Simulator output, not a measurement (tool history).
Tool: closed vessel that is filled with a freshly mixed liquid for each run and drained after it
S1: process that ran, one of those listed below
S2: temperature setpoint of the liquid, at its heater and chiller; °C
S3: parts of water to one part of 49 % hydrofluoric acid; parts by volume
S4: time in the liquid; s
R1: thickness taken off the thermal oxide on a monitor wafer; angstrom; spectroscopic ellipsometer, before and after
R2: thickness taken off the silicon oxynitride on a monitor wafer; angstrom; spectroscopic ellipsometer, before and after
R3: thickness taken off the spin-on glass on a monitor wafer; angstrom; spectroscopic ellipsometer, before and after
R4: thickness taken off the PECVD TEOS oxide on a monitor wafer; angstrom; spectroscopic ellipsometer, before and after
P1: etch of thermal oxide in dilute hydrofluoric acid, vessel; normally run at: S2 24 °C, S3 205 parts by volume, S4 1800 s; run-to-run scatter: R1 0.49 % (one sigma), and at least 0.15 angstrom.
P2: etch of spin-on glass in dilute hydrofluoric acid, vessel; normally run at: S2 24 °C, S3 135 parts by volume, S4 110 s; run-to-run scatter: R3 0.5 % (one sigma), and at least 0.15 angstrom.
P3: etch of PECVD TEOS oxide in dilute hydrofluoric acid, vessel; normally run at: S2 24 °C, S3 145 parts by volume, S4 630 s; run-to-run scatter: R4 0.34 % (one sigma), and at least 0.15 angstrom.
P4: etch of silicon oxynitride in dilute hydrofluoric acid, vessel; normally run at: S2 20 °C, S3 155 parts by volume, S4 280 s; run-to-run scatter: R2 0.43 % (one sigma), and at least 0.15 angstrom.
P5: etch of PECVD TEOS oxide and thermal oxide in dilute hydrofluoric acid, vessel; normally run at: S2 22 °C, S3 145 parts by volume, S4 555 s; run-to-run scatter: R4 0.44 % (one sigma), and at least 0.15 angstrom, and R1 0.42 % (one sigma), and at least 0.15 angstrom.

run 1 hour=5 | S1=P1 S2=24 S3=205 S4=1800 | R1=369.31
run 2 hour=7.9 | S1=P1 S2=17 S3=290 S4=1800 | R1=183.07
run 3 hour=10.9 | S1=P4 S2=27.5 S3=155 S4=280 | R2=67.468
run 4 hour=15.7 | S1=P2 S2=24 S3=135 S4=110 | R3=512.52
run 5 hour=17.9 | S1=P3 S2=24 S3=145 S4=55 | R4=33.441
run 6 hour=22 | S1=P1 S2=24 S3=120 S4=1800 | R1=690.68
run 7 hour=24.2 | S1=P1 S2=24 S3=205 S4=1800 | R1=366.04
run 8 hour=27.1 | S1=P5 S2=22 S3=145 S4=555 | R1=153.72 R4=605.43
run 9 hour=30.9 | S1=P1 S2=32 S3=205 S4=1800 | R1=487.67
run 10 hour=35.8 | S1=P2 S2=24 S3=215 S4=110 | R3=295.44
run 11 hour=40.8 | S1=P3 S2=19.5 S3=145 S4=630 | R4=324.43
run 12 hour=45.3 | S1=P4 S2=20 S3=55 S4=280 | R2=146.63
run 13 hour=48.1 | S1=P1 S2=24 S3=305 S4=1800 | R1=223.06
run 14 hour=51.6 | S1=P5 S2=26 S3=145 S4=555 | R1=180.08 R4=705.38
run 15 hour=55.5 | S1=P5 S2=22 S3=255 S4=555 | R1=77.596 R4=309.31
run 16 hour=60.3 | S1=P1 S2=24 S3=205 S4=2765 | R1=567.05
run 17 hour=63.7 | S1=P1 S2=24 S3=205 S4=1800 | R1=369.25
run 18 hour=66.6 | S1=P4 S2=20 S3=155 S4=100 | R2=17.16
run 19 hour=71.5 | S1=P2 S2=18.5 S3=135 S4=110 | R3=409.76
run 20 hour=74.3 | S1=P3 S2=24 S3=260 S4=630 | R4=190.76
run 21 hour=79.1 | S1=P2 S2=24 S3=135 S4=170 | R3=786.29
run 22 hour=82.9 | S1=P1 S2=24 S3=205 S4=1800 | R1=368.65
run 23 hour=85.3 | S1=P1 S2=18 S3=205 S4=1800 | R1=291.79
run 24 hour=89.6 | S1=P3 S2=24 S3=145 S4=630 | R4=386.99
run 25 hour=92.7 | S1=P5 S2=22 S3=145 S4=555 | R1=154.82 R4=606.68
run 26 hour=95.1 | S1=P5 S2=22 S3=145 S4=1090 | R1=301.59 R4=1196.4
run 27 hour=98.2 | S1=P1 S2=24 S3=65 S4=2605 | R1=1972.3
run 28 hour=100.6 | S1=P1 S2=24 S3=205 S4=1000 | R1=204.24
run 29 hour=103.4 | S1=P3 S2=24 S3=145 S4=630 | R4=389.06
run 30 hour=105.9 | S1=P1 S2=24 S3=205 S4=1800 | R1=365.32
run 31 hour=110.5 | S1=P4 S2=20 S3=155 S4=280 | R2=47.727
run 32 hour=114.6 | S1=P1 S2=24 S3=205 S4=1800 | R1=371.99
run 33 hour=119.6 | S1=P1 S2=24 S3=205 S4=1800 | R1=354.36
run 34 hour=123.7 | S1=P1 S2=24 S3=205 S4=1800 | R1=346.93
run 35 hour=128.4 | S1=P1 S2=24 S3=205 S4=1800 | R1=346.02
run 36 hour=131.2 | S1=P1 S2=24 S3=205 S4=1800 | R1=343.31
run 37 hour=134.2 | S1=P1 S2=24 S3=205 S4=1800 | R1=344.31
run 38 hour=136.4 | S1=P1 S2=24 S3=205 S4=1800 | R1=343.09
run 39 hour=141.1 | S1=P1 S2=24 S3=205 S4=1800 | R1=343.34
run 40 hour=146.1 | S1=P1 S2=24 S3=205 S4=1800 | R1=340.3

What P1 gives has crept away from where it was. These 2 causes fit the log equally well, each at the size given:
A: liquid colder than its thermometer reads (K) = 1.95
B: hydrofluoric acid flow below the setpoint (%) = 5.73
The creep began at about hour 114.6.

4 check runs are offered, one wafer each, their results left as question marks. Which one tells the causes apart?
run check 1 hour=151.1 | S1=P3 S2=24 S3=205 S4=95 | R4=?
run check 2 hour=151.1 | S1=P2 S2=20 S3=215 S4=110 | R3=?
run check 3 hour=151.1 | S1=P4 S2=24.5 S3=65 S4=280 | R2=?
run check 4 hour=151.1 | S1=P5 S2=22 S3=195 S4=995 | R1=? R4=?

What each check would give under each cause:
check=check_1 result=R4 if_A=35.936 if_B=35.95
check=check_2 result=R3 if_A=235.11 if_B=236.03
check=check_3 result=R2 if_A=139.41 if_B=143.97
check=check_4 result=R1 if_A=180.29 if_B=180.92
check=check_4 result=R4 if_A=713.22 if_B=715.75
How far apart the two closest causes lie, in the result that separates them most: check 1 0.04 %; check 2 0.39 %; check 3 3.22 %; check 4 0.35 %
Check 3 tells the causes apart: in the others they would give nearly the same result.

Then check 3 was run and gave: R2 138.77 angstrom. Which cause is it?

It is A: liquid colder than its thermometer reads (K).

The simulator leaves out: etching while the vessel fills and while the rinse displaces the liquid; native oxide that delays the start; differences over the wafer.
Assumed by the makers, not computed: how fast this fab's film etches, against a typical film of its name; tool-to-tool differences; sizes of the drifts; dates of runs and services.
